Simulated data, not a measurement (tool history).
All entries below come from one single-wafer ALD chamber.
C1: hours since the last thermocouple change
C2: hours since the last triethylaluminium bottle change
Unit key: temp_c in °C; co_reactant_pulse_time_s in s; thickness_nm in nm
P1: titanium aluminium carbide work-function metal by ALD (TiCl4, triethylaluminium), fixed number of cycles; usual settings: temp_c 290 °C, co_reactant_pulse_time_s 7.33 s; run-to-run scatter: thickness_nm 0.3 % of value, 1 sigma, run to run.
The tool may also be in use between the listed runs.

{"run": 1, "day": 0.288, "temp_c": 290, "co_reactant_pulse_time_s": 7.33, "C1": 1325.8, "C2": 645.7, "thickness_nm": 1.7788}
{"run": 2, "day": 0.717, "temp_c": 290, "co_reactant_pulse_time_s": 7.33, "C1": 1336.1, "C2": 656.0, "thickness_nm": 1.775}
{"run": 3, "day": 1.129, "temp_c": 290, "co_reactant_pulse_time_s": 10.15, "C1": 1346.0, "C2": 665.9, "thickness_nm": 1.8937}
{"run": 4, "day": 1.596, "temp_c": 290, "co_reactant_pulse_time_s": 7.33, "C1": 1357.2, "C2": 677.1, "thickness_nm": 1.7722}
{"run": 5, "day": 2.133, "temp_c": 290, "co_reactant_pulse_time_s": 7.33, "C1": 1370.1, "C2": 690.0, "thickness_nm": 1.777}
{"run": 6, "day": 2.438, "temp_c": 313, "co_reactant_pulse_time_s": 7.33, "C1": 1377.4, "C2": 697.3, "thickness_nm": 1.9672}
{"run": 7, "day": 2.783, "temp_c": 290, "co_reactant_pulse_time_s": 7.33, "C1": 1385.7, "C2": 705.6, "thickness_nm": 1.7818}
{"run": 8, "day": 3.325, "temp_c": 265, "co_reactant_pulse_time_s": 7.33, "C1": 1398.7, "C2": 718.6, "thickness_nm": 1.5859}
{"run": 9, "day": 3.779, "temp_c": 290, "co_reactant_pulse_time_s": 3.43, "C1": 1409.6, "C2": 729.5, "thickness_nm": 1.3362}
{"run": 10, "day": 4.229, "temp_c": 273, "co_reactant_pulse_time_s": 10.87, "C1": 1420.4, "C2": 740.3, "thickness_nm": 1.7501}
{"run": 11, "day": 4.542, "temp_c": 290, "co_reactant_pulse_time_s": 7.33, "C1": 1427.9, "C2": 747.8, "thickness_nm": 1.7805}
{"run": 12, "day": 4.938, "temp_c": 290, "co_reactant_pulse_time_s": 7.33, "C1": 1437.4, "C2": 757.3, "thickness_nm": 1.7532}
{"run": 13, "day": 5.225, "temp_c": 290, "co_reactant_pulse_time_s": 7.33, "C1": 1444.3, "C2": 764.2, "thickness_nm": 1.7558}
{"run": 14, "day": 5.633, "temp_c": 290, "co_reactant_pulse_time_s": 7.33, "C1": 1454.1, "C2": 774.0, "thickness_nm": 1.744}

The next listed run, before its measurement:
{"run": 15, "day": 5.967, "temp_c": 290, "co_reactant_pulse_time_s": 7.33, "C1": 1462.1, "C2": 782.0, "thickness_nm": "?"}

For run 15 the tool returned thickness_nm 1.7430 nm.
